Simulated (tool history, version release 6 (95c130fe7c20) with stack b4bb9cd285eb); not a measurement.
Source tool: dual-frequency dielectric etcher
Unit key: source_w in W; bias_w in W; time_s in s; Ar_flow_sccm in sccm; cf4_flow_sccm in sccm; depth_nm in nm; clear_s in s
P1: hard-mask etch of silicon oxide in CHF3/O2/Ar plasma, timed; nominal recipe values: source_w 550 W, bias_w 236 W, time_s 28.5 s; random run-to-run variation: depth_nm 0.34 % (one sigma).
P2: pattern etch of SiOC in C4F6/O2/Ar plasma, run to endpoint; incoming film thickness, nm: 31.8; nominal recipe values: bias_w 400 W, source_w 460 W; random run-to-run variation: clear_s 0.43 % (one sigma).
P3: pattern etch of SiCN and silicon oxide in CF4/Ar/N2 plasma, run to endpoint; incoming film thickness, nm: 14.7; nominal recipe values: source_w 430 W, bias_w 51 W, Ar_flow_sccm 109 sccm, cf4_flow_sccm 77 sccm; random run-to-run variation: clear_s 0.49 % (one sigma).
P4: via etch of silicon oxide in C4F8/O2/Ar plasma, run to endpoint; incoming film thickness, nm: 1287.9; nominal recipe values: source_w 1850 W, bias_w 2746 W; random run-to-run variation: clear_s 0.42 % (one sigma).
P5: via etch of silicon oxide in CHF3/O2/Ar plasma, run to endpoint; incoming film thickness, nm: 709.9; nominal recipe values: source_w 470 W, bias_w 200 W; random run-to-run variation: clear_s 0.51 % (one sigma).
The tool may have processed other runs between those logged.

run,hour,process,source_w,bias_w,time_s,Ar_flow_sccm,cf4_flow_sccm,hours since the last wet clean,hours since the last source power generator calibration,hours since the last bias power generator calibration,depth_nm,clear_s
1,4.2,P1,550,236,28.5,,,213.8,611.3,1467.7,62.653,
2,7.6,P1,680,236,28.5,,,217.2,614.7,1471.1,67.105,
3,11.1,P3,430,51,,69,77,220.7,618.2,1474.6,,18.851
4,14.5,P4,1850,2746,,,,224.1,621.6,1478,,237.48
5,17.3,P1,550,236,28.5,,,226.9,624.4,1480.8,62.561,
6,22.5,P3,430,51,,109,101,232.1,629.6,1486,,19.269
# hour 24.3: source power generator calibrated
7,28.7,P5,470,200,,,,238.3,4.5,1492.2,,392.34
8,34,P1,550,236,22,,,243.6,9.8,1497.5,48.233,
9,40,P2,320,400,,,,249.6,15.8,1503.5,,12.83
10,45.7,P3,430,51,,109,77,255.3,21.5,1509.2,,20.165
11,50.6,P4,1850,3535,,,,260.2,26.4,1514.1,,218.28
12,53.3,P2,460,400,,,,262.9,29.1,1516.8,,11.082
13,57.4,P1,550,236,28.5,,,267,33.2,1520.9,62.293,
14,62.8,P3,430,63,,109,77,272.4,38.6,1526.3,,18.823
15,66.2,P3,430,51,,109,77,275.8,42,1529.7,,20.179
16,71.8,P2,460,559,,,,281.4,47.6,1535.3,,9.8525
17,77.6,P5,470,200,,,,287.2,53.4,1541.1,,394
# hour 81.1: wet clean of the chamber
18,82.3,P1,550,236,37.5,,,1.2,58.1,1545.8,82.314,
19,86.6,P1,550,197,42,,,5.5,62.4,1550.1,86.134,
20,89.6,P1,550,279,28.5,,,8.5,65.4,1553.1,66.07,
21,93.9,P1,550,302,38,,,12.8,69.7,1557.4,91.418,
22,98.7,P1,380,236,28.5,,,17.6,74.5,1562.2,54.44,
23,103.4,P1,550,236,28.5,,,22.3,79.2,1566.9,62.664,
24,107.5,P5,320,200,,,,26.4,83.3,1571,,458.53
25,111.2,P4,1100,2746,,,,30.1,87,1574.7,,288.74
26,116.3,P5,470,131,,,,35.2,92.1,1579.8,,454
27,120.9,P3,510,51,,109,77,39.8,96.7,1584.4,,17.252
28,124.8,P1,550,236,28.5,,,43.7,100.6,1588.3,62.54,
29,129.9,P1,550,178,28.5,,,48.8,105.7,1593.4,56.302,
30,134.1,P1,550,236,28.5,,,53,109.9,1597.6,62.637,
31,137.9,P1,550,236,28.5,,,56.8,113.7,1601.4,62.28,
32,143,P1,550,236,28.5,,,61.9,118.8,1606.5,61.97,
33,146.3,P1,550,236,28.5,,,65.2,122.1,1609.8,61.829,
# hour 148.3: wet clean of the chamber
34,149.1,P1,550,236,28.5,,,0.8,124.9,1612.6,61.434,
35,152,P1,550,236,28.5,,,3.7,127.8,1615.5,61.279,
36,155,P1,550,236,28.5,,,6.7,130.8,1618.5,61.103,
37,160.5,P1,550,236,28.5,,,12.2,136.3,1624,61.446,
38,163.5,P1,550,236,28.5,,,15.2,139.3,1627,61.583,

Compared with where it was, what P1 gives has crept away. Each cause listed below fits the log as well as the rest, at the size given for it:
A: bias power that arrives under what is set, % = 4.65
B: source power that arrives under what is set, % = 4.39
At approximately hour 134.1, the process output began to creep.
The rest of the possible causes, and what rules out each one:
chamber walls in a state that lowers the etch rate, %: was serviced at hour 148.3, once the creep was under way, yet the earlier output never came back

The list below offers 4 check runs, each averaging the results of 2 wafers, and shows each result as a question mark. For which of them would the listed causes give clearly different results?
check 1,166.5,P3,430,51,,70,89,,,,,?
check 2,166.5,P2,460,461,,,,,,,,?
check 3,166.5,P5,470,161,,,,,,,,?
check 4,166.5,P4,1400,2746,,,,,,,,?

What each check would give under each cause:
check,result,if A,if B
check 1,clear_s,18.651,19.159
check 2,clear_s,10.73,10.722
check 3,clear_s,429.01,429.59
check 4,clear_s,267.47,268.18
Gap, in per cent, between the two causes that each check separates least, read from the result that separates them most: check 1 2.69 %; check 2 0.07 %; check 3 0.13 %; check 4 0.26 %
Check 1 distinguishes between the causes, while the remaining checks would return nearly the same result for all of them.

With check 1 done, the readings were: clear_s 18.614 s. Identify which of the listed causes applies.

Of the candidate causes, it is A: bias power that arrives under what is set, %.
